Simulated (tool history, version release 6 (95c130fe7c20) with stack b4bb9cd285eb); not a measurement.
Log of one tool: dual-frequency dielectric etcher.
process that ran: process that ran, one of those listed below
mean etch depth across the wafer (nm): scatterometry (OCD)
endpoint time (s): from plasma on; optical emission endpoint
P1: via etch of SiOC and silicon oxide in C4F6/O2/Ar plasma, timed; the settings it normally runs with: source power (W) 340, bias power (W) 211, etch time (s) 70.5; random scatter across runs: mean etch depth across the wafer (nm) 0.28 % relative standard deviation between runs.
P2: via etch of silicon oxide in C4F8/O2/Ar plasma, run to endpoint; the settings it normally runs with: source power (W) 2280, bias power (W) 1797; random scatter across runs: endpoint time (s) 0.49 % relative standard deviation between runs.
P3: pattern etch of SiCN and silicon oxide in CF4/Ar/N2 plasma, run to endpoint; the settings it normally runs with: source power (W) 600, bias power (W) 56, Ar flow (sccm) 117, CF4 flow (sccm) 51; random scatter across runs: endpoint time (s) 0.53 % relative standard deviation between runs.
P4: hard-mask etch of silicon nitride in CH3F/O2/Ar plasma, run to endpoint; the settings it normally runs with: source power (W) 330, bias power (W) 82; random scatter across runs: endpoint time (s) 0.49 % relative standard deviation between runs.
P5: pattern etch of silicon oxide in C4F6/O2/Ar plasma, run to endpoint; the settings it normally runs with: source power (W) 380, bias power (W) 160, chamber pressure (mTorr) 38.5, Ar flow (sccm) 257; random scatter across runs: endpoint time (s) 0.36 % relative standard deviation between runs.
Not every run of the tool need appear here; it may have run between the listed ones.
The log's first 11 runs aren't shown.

run,hour,process that ran,source power (W),bias power (W),etch time (s),chamber pressure (mTorr),Ar flow (sccm),CF4 flow (sccm),hours since the last wet clean,hours since the last source power generator calibration,hours since the last bias power generator calibration,mean etch depth across the wafer (nm),endpoint time (s)
12,138.1,P5,380,160,,52.0,257,,426.2,1398.9,3063.2,,15.2360
13,148.4,P4,440,82,,,,,436.5,1409.2,3073.5,,53.0440
14,161.0,P1,340,157,70.5,,,,449.1,1421.8,3086.1,70.282,
15,169.0,P3,430,56,,,117,51,457.1,1429.8,3094.1,,12.0570
16,179.3,P1,230,141,70.5,,,,467.4,1440.1,3104.4,58.312,
17,189.0,P1,400,211,70.5,,,,477.1,1449.8,3114.1,82.120,
18,197.8,P1,340,211,70.5,,,,485.9,1458.6,3122.9,77.181,
19,205.1,P1,340,211,48.5,,,,493.2,1465.9,3130.2,53.102,
20,218.2,P3,600,75,,,117,51,506.3,1479.0,3143.3,,8.1966

Run 21 comes next. What will it give?
21,234.3,P3,600,56,,,117,39,522.4,1495.1,3159.4,,?

endpoint time (s): 9.5228

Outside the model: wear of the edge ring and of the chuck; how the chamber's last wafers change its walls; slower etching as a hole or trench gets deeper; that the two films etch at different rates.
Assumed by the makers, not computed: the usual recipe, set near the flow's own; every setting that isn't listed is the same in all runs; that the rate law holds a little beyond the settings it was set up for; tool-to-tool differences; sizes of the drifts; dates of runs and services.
